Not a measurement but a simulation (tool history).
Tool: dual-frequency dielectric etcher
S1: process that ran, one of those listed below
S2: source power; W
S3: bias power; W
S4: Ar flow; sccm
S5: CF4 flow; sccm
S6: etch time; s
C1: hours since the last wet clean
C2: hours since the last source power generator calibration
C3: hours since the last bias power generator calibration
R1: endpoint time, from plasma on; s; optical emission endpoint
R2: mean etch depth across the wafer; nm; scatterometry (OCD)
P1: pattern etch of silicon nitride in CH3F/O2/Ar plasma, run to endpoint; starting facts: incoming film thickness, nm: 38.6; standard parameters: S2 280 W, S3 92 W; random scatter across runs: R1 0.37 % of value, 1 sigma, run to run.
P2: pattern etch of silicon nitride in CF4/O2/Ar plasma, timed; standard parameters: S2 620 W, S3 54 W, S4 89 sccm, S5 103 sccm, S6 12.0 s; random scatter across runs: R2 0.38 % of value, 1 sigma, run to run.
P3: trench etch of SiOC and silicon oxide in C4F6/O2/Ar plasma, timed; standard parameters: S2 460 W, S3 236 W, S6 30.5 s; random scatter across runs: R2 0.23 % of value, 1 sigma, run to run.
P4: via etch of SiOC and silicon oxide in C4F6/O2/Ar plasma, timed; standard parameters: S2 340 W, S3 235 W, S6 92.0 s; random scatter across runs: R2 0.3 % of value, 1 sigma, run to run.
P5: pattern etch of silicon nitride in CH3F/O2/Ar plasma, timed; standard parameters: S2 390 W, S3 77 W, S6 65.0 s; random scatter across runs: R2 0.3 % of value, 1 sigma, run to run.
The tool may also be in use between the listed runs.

run 1 hour=10.6 | S1=P1 S2=280 S3=92 | C1=255.7 C2=1158.9 C3=2825.9 | R1=55.956
run 2 hour=22.0 | S1=P1 S2=280 S3=92 | C1=267.1 C2=1170.3 C3=2837.3 | R1=56.319
run 3 hour=29.1 | S1=P1 S2=280 S3=69 | C1=274.2 C2=1177.4 C3=2844.4 | R1=61.773
run 4 hour=37.6 | S1=P2 S2=620 S3=54 S4=72 S5=103 S6=12.0 | C1=282.7 C2=1185.9 C3=2852.9 | R2=28.958
run 5 hour=49.3 | S1=P5 S2=390 S3=77 S6=49.0 | C1=294.4 C2=1197.6 C3=2864.6 | R2=34.837
run 6 hour=57.5 | S1=P4 S2=340 S3=309 S6=92.0 | C1=302.6 C2=1205.8 C3=2872.8 | R2=117.080
run 7 hour=64.0 | S1=P5 S2=390 S3=51 S6=65.0 | C1=309.1 C2=1212.3 C3=2879.3 | R2=40.508
run 8 hour=71.6 | S1=P1 S2=280 S3=128 | C1=316.7 C2=1219.9 C3=2886.9 | R1=49.797
run 9 hour=79.7 | S1=P1 S2=280 S3=92 | C1=324.8 C2=1228.0 C3=2895.0 | R1=55.917
run 10 hour=91.1 | S1=P5 S2=500 S3=77 S6=65.0 | C1=336.2 C2=1239.4 C3=2906.4 | R2=50.744
run 11 hour=98.4 | S1=P2 S2=620 S3=54 S4=89 S5=71 S6=12.0 | C1=343.5 C2=1246.7 C3=2913.7 | R2=27.084
run 12 hour=109.4 | S1=P2 S2=620 S3=54 S4=89 S5=103 S6=16.0 | C1=354.5 C2=1257.7 C3=2924.7 | R2=37.775
run 13 hour=121.8 | S1=P1 S2=190 S3=92 | C1=366.9 C2=1270.1 C3=2937.1 | R1=64.912
run 14 hour=134.0 | S1=P3 S2=580 S3=236 S6=30.5 | C1=379.1 C2=1282.3 C3=2949.3 | R2=76.819
run 15 hour=141.7 | S1=P5 S2=390 S3=77 S6=65.0 | C1=386.8 C2=1290.0 C3=2957.0 | R2=46.260
run 16 hour=152.2 | S1=P1 S2=280 S3=92 | C1=397.3 C2=1300.5 C3=2967.5 | R1=56.056
run 17 hour=162.2 | S1=P2 S2=620 S3=65 S4=89 S5=103 S6=12.0 | C1=407.3 C2=1310.5 C3=2977.5 | R2=30.190
run 18 hour=173.3 | S1=P1 S2=350 S3=112 | C1=418.4 C2=1321.6 C3=2988.6 | R1=48.363
run 19 hour=185.2 | S1=P3 S2=460 S3=236 S6=30.5 | C1=430.3 C2=1333.5 C3=3000.5 | R2=69.938
run 20 hour=193.6 | S1=P1 S2=280 S3=92 | C1=438.7 C2=1341.9 C3=3008.9 | R1=55.983
run 21 hour=203.9 | S1=P2 S2=620 S3=54 S4=89 S5=103 S6=12.0 | C1=449.0 C2=1352.2 C3=3019.2 | R2=28.245
run 22 hour=216.0 | S1=P3 S2=460 S3=236 S6=41.0 | C1=461.1 C2=1364.3 C3=3031.3 | R2=94.277
run 23 hour=224.8 | S1=P2 S2=620 S3=54 S4=89 S5=103 S6=12.0 | C1=469.9 C2=1373.1 C3=3040.1 | R2=28.262
run 24 hour=233.6 | S1=P4 S2=430 S3=235 S6=92.0 | C1=478.7 C2=1381.9 C3=3048.9 | R2=116.520
run 25 hour=239.9 | S1=P2 S2=380 S3=54 S4=89 S5=103 S6=12.0 | C1=485.0 C2=1388.2 C3=3055.2 | R2=18.369
run 26 hour=246.7 | S1=P5 S2=390 S3=77 S6=65.0 | C1=491.8 C2=1395.0 C3=3062.0 | R2=46.257
run 27 hour=259.2 | S1=P4 S2=340 S3=235 S6=92.0 | C1=504.3 C2=1407.5 C3=3074.5 | R2=106.910
run 28 hour=265.0 | S1=P3 S2=460 S3=236 S6=30.5 | C1=510.1 C2=1413.3 C3=3080.3 | R2=69.769
-- hour=267.4 wet clean of the chamber
run 29 hour=276.8 | S1=P1 S2=280 S3=92 | C1=9.5 C2=1425.1 C3=3092.1 | R1=56.246
run 30 hour=287.6 | S1=P4 S2=340 S3=235 S6=92.0 | C1=20.3 C2=1435.9 C3=3102.9 | R2=106.500
run 31 hour=298.1 | S1=P4 S2=340 S3=235 S6=116.5 | C1=30.8 C2=1446.4 C3=3113.4 | R2=134.950
run 32 hour=307.0 | S1=P3 S2=460 S3=333 S6=30.5 | C1=39.7 C2=1455.3 C3=3122.3 | R2=78.863
run 33 hour=312.6 | S1=P1 S2=280 S3=92 | C1=45.3 C2=1460.9 C3=3127.9 | R1=55.867
run 34 hour=322.7 | S1=P1 S2=350 S3=92 | C1=55.4 C2=1471.0 C3=3138.0 | R1=51.464
run 35 hour=333.9 | S1=P1 S2=280 S3=92 | C1=66.6 C2=1482.2 C3=3149.2 | R1=56.174
run 36 hour=343.8 | S1=P1 S2=280 S3=92 | C1=76.5 C2=1492.1 C3=3159.1 | R1=56.476
run 37 hour=352.6 | S1=P1 S2=280 S3=92 | C1=85.3 C2=1500.9 C3=3167.9 | R1=57.075
run 38 hour=360.9 | S1=P1 S2=280 S3=92 | C1=93.6 C2=1509.2 C3=3176.2 | R1=56.796
run 39 hour=366.5 | S1=P1 S2=280 S3=92 | C1=99.2 C2=1514.8 C3=3181.8 | R1=57.119
run 40 hour=372.9 | S1=P1 S2=280 S3=92 | C1=105.6 C2=1521.2 C3=3188.2 | R1=57.077
run 41 hour=380.6 | S1=P1 S2=280 S3=92 | C1=113.3 C2=1528.9 C3=3195.9 | R1=57.030
-- hour=386.5 wet clean of the chamber
run 42 hour=388.9 | S1=P1 S2=280 S3=92 | C1=2.4 C2=1537.2 C3=3204.2 | R1=56.959
run 43 hour=396.0 | S1=P1 S2=280 S3=92 | C1=9.5 C2=1544.3 C3=3211.3 | R1=56.803
run 44 hour=407.1 | S1=P1 S2=280 S3=92 | C1=20.6 C2=1555.4 C3=3222.4 | R1=57.187

P1 no longer gives what it gave before; its output has crept away from where it was. The following 2 causes, each at its listed size, fit the log equally well:
A: bias power that arrives under what is set, % = 4.95
B: source power that arrives under what is set, % = 4.91
Creep in the process output first set in at about hour 333.9.
The rest of the possible causes, and what rules out each one:
chamber walls in a state that lowers the etch rate, %: was serviced at hour 386.5, once the creep was under way, yet the earlier output never came back

4 check runs are offered, each on 2 wafers whose results are averaged, their results left as question marks. Which one tells the causes apart?
run check 1 hour=418.2 | S1=P3 S2=460 S3=236 S6=30.5 | R2=?
run check 2 hour=418.2 | S1=P2 S2=620 S3=54 S4=89 S5=103 S6=12.0 | R2=?
run check 3 hour=418.2 | S1=P4 S2=340 S3=235 S6=92.0 | R2=?
run check 4 hour=418.2 | S1=P5 S2=390 S3=77 S6=65.0 | R2=?

Check results expected under each cause:
check=check_1 result=R2 if_A=68.815 if_B=68.637
check=check_2 result=R2 if_A=27.753 if_B=27.057
check=check_3 result=R2 if_A=105.010 if_B=104.820
check=check_4 result=R2 if_A=45.414 if_B=45.351
Distance between the nearest two causes, measured in the result of the check that separates them most: check 1 0.26 %; check 2 2.54 %; check 3 0.18 %; check 4 0.14 %
Check 2 is the one run that separates the causes; every other check would come out nearly the same whichever cause is at work.

Check 2 was then run and gave: R2 27.111 nm. Which cause is it?

The cause is B: source power that arrives under what is set, %.
